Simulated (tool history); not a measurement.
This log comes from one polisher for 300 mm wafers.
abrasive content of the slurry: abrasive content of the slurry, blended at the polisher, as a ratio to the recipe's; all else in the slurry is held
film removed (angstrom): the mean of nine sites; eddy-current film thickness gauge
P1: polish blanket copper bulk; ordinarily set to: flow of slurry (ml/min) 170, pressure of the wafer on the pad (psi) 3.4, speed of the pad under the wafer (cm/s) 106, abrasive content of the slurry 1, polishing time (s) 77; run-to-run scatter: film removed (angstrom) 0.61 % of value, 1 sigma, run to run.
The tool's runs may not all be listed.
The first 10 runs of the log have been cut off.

run,hour,flow of slurry (ml/min),pressure of the wafer on the pad (psi),speed of the pad under the wafer (cm/s),abrasive content of the slurry,polishing time (s),wafers polished on this pad,hours since the slurry nozzle was cleaned,hours since the head pressure was calibrated,hours since the slurry blender was calibrated,film removed (angstrom)
11,50.1,100,3.4,106,1,77,448,538.1,335.5,137.3,9438.8
12,55.8,170,3.4,106,1,77,482,543.8,341.2,143,10659
13,58.5,260,3.4,106,0.65,77,499,546.5,343.9,145.7,10084
14,63.7,170,3.4,166,1,77,530,551.7,349.1,150.9,16440
# hour 65.5: head pressure recalibrated
15,67.5,170,3.4,106,1,77,552,555.5,2,154.7,10574
16,71.9,170,3.4,106,1.45,77,579,559.9,6.4,159.1,11458
17,77.6,210,1.8,106,1,77,613,565.6,12.1,164.8,5762.3
18,82,260,3.4,106,1,77,639,570,16.5,169.2,11126
19,85.2,170,2.4,106,1,77,658,573.2,19.7,172.4,7400.4
20,90.7,170,3.4,106,1,77,691,578.7,25.2,177.9,10526
21,93.5,170,3.4,106,1,77,708,581.5,28,180.7,10379
22,97.6,170,3.4,106,1,77,732,585.6,32.1,184.8,10254
23,101.4,170,3.4,106,1,77,755,589.4,35.9,188.6,10052
24,104.1,170,3.4,106,1,77,771,592.1,38.6,191.3,10008
# hour 104.4: head pressure recalibrated
# hour 104.5: slurry blender recalibrated
25,106.7,170,3.4,106,1,77,787,594.7,2.4,2.2,9983.1
26,110.2,170,3.4,106,1,77,807,598.2,5.9,5.7,9910.7
27,114.1,170,3.4,106,1,77,831,602.1,9.8,9.6,9816.8

Forecast run 28:
28,116.7,170,3.4,106,1,77,846,604.7,12.4,12.2,?

{"run 28": {"film removed (angstrom)": 9851.2}}
